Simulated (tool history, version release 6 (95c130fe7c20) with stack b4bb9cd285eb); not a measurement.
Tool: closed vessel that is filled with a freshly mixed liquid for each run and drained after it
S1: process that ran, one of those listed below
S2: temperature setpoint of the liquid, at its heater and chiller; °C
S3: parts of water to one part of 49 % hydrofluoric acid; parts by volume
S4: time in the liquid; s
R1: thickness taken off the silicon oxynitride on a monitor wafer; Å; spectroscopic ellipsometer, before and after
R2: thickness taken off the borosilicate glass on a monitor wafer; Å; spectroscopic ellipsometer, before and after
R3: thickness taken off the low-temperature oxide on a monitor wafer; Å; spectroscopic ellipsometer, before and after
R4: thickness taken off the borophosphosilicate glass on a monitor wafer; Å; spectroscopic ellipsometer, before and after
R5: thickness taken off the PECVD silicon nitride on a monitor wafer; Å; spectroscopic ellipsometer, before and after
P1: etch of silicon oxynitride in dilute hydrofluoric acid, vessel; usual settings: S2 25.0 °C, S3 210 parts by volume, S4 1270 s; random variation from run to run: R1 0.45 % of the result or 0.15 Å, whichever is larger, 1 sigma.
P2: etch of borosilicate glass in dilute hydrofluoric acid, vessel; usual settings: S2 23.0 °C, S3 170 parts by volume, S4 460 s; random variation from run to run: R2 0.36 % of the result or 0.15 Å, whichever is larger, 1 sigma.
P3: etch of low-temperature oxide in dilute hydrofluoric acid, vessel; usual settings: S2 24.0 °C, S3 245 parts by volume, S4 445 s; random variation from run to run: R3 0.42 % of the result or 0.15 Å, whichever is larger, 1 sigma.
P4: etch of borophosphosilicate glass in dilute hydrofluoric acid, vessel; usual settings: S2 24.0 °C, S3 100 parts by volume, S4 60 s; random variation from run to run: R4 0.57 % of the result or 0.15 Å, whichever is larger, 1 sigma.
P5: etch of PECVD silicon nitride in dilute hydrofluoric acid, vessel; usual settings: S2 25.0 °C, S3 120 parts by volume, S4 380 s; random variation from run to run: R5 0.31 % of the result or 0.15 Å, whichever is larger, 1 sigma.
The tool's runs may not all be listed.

run   hour  S1    S2   S3    S4       R1        R2       R3       R4      R5
  1    6.1  P1  25.0  210  1270  131.490
  2   11.7  P2  23.0  170   460            596.850
  3   17.2  P2  23.0  170    40             51.955
  4   23.3  P1  30.0  210  1270  163.090
  5   27.7  P3  20.0  245   445                      241.60
  6   34.8  P4  24.0  100    60                               438.48
  7   40.5  P1  17.5  210  1270   93.532
  8   45.5  P2  23.0  170   460            597.910
  9   50.5  P3  24.0  245   445                      281.95
 10   56.0  P5  25.0  120   380                                       119.91
 11   62.2  P1  25.0  210   590   61.042
 12   65.8  P2  23.0  105   460           1044.400
 13   72.8  P1  25.0  210  1270  131.700
 14   79.1  P1  25.0  210  1270  131.540
 15   85.7  P3  24.0  245   445                      278.71
 16   91.0  P5  25.0   25   380                                       563.24
 17   97.6  P1  25.0  210  2180  225.970
 18  104.6  P1  25.0  380  2345  118.960
 19  108.1  P1  25.0  210  1270  131.990
 20  111.6  P1  25.0  340  1270   74.166
 21  118.0  P3  24.0  245   820                      514.77
 22  122.0  P1  25.0  210  1270  132.100
 23  128.6  P1  25.0  210  1270  132.240
 24  132.7  P3  24.0   75   445                     1107.00
 25  139.2  P4  24.0   25    60                              1913.00
 26  145.4  P4  28.5  100    60                               519.87
 27  152.0  P1  25.0   45  1270  709.630

Run 28 comes next. What will it give?
 28  158.0  P4  24.0  100  95               ?

Run 28 gave R4 691.34 Å.

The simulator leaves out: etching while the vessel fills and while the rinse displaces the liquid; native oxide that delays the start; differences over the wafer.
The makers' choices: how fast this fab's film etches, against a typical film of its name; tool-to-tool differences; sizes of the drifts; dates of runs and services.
